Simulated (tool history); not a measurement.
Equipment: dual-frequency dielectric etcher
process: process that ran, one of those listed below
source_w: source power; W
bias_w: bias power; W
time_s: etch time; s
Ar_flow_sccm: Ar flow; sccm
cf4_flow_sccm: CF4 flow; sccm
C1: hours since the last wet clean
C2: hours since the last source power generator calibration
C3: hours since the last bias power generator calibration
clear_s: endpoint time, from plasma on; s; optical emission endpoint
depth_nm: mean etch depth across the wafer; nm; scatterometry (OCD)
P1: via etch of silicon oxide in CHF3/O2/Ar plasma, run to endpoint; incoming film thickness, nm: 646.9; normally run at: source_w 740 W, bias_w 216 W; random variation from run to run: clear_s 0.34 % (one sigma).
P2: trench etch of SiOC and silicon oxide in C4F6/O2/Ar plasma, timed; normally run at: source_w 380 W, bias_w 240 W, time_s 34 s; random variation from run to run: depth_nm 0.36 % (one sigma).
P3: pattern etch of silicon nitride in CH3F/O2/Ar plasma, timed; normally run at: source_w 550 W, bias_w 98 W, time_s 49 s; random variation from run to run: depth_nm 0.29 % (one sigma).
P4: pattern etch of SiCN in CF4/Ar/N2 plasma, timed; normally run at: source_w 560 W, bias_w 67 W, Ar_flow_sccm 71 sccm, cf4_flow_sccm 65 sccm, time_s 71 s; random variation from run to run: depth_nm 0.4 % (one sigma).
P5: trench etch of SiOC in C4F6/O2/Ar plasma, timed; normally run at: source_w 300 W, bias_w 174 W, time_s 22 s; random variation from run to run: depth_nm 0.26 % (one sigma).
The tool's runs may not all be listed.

{"run": 1, "day": 0.321, "process": "P1", "source_w": 740, "bias_w": 216, "C1": 171.3, "C2": 1395.9, "C3": 564.3, "clear_s": 290.58}
{"run": 2, "day": 0.567, "process": "P2", "source_w": 380, "bias_w": 240, "time_s": 48, "C1": 177.2, "C2": 1401.8, "C3": 570.2, "depth_nm": 101.42}
{"run": 3, "day": 0.825, "process": "P3", "source_w": 750, "bias_w": 98, "time_s": 49, "C1": 183.4, "C2": 1408, "C3": 576.4, "depth_nm": 46.587}
{"run": 4, "day": 1.125, "process": "P1", "source_w": 520, "bias_w": 145, "C1": 190.6, "C2": 1415.2, "C3": 583.6, "clear_s": 378.36}
{"run": 5, "day": 1.438, "process": "P2", "source_w": 380, "bias_w": 148, "time_s": 34, "C1": 198.1, "C2": 1422.7, "C3": 591.1, "depth_nm": 61.489}
{"run": 6, "day": 1.654, "process": "P5", "source_w": 300, "bias_w": 174, "time_s": 15.5, "C1": 203.3, "C2": 1427.9, "C3": 596.3, "depth_nm": 28.445}
{"run": 7, "day": 1.867, "process": "P5", "source_w": 420, "bias_w": 174, "time_s": 22, "C1": 208.4, "C2": 1433, "C3": 601.4, "depth_nm": 45.947}
{"run": 8, "day": 2.054, "process": "P3", "source_w": 550, "bias_w": 98, "time_s": 49, "C1": 212.9, "C2": 1437.5, "C3": 605.9, "depth_nm": 41.606}
{"run": 9, "day": 2.296, "process": "P5", "source_w": 300, "bias_w": 243, "time_s": 22, "C1": 218.7, "C2": 1443.3, "C3": 611.7, "depth_nm": 45.049}
{"run": 10, "day": 2.633, "process": "P4", "source_w": 560, "bias_w": 39, "time_s": 71, "Ar_flow_sccm": 71, "cf4_flow_sccm": 65, "C1": 226.8, "C2": 1451.4, "C3": 619.8, "depth_nm": 64.051}
{"run": 11, "day": 2.975, "process": "P2", "source_w": 380, "bias_w": 240, "time_s": 34, "C1": 235, "C2": 1459.6, "C3": 628, "depth_nm": 71.777}
{"run": 12, "day": 3.221, "process": "P1", "source_w": 940, "bias_w": 216, "C1": 240.9, "C2": 1465.5, "C3": 633.9, "clear_s": 265.87}
{"run": 13, "day": 3.4, "process": "P3", "source_w": 550, "bias_w": 122, "time_s": 49, "C1": 245.2, "C2": 1469.8, "C3": 638.2, "depth_nm": 45.042}
{"run": 14, "day": 3.638, "process": "P4", "source_w": 560, "bias_w": 67, "time_s": 71, "Ar_flow_sccm": 71, "cf4_flow_sccm": 65, "C1": 250.9, "C2": 1475.5, "C3": 643.9, "depth_nm": 75.064}
{"run": 15, "day": 3.829, "process": "P4", "source_w": 560, "bias_w": 67, "time_s": 39, "Ar_flow_sccm": 71, "cf4_flow_sccm": 65, "C1": 255.5, "C2": 1480.1, "C3": 648.5, "depth_nm": 41.214}
{"run": 16, "day": 4.038, "process": "P1", "source_w": 740, "bias_w": 216, "C1": 260.5, "C2": 1485.1, "C3": 653.5, "clear_s": 290.66}
{"run": 17, "day": 4.383, "process": "P1", "source_w": 740, "bias_w": 216, "C1": 268.8, "C2": 1493.4, "C3": 661.8, "clear_s": 289.79}
{"run": 18, "day": 4.708, "process": "P1", "source_w": 920, "bias_w": 159, "C1": 276.6, "C2": 1501.2, "C3": 669.6, "clear_s": 295.22}
{"run": 19, "day": 4.888, "process": "P5", "source_w": 300, "bias_w": 174, "time_s": 22, "C1": 280.9, "C2": 1505.5, "C3": 673.9, "depth_nm": 40.354}
{"run": 20, "day": 5.133, "process": "P4", "source_w": 560, "bias_w": 67, "time_s": 71, "Ar_flow_sccm": 90, "cf4_flow_sccm": 65, "C1": 286.8, "C2": 1511.4, "C3": 679.8, "depth_nm": 72.259}
{"run": 21, "day": 5.4, "process": "P4", "source_w": 730, "bias_w": 67, "time_s": 71, "Ar_flow_sccm": 71, "cf4_flow_sccm": 65, "C1": 293.2, "C2": 1517.8, "C3": 686.2, "depth_nm": 95.444}

Run 22 comes next. What will it give?
{"run": 22, "day": 5.754, "process": "P3", "source_w": 550, "bias_w": 98, "time_s": 65.5, "C1": 301.7, "C2": 1526.3, "C3": 694.7, "depth_nm": "?"}

{"run 22": {"depth_nm": 55.316}}
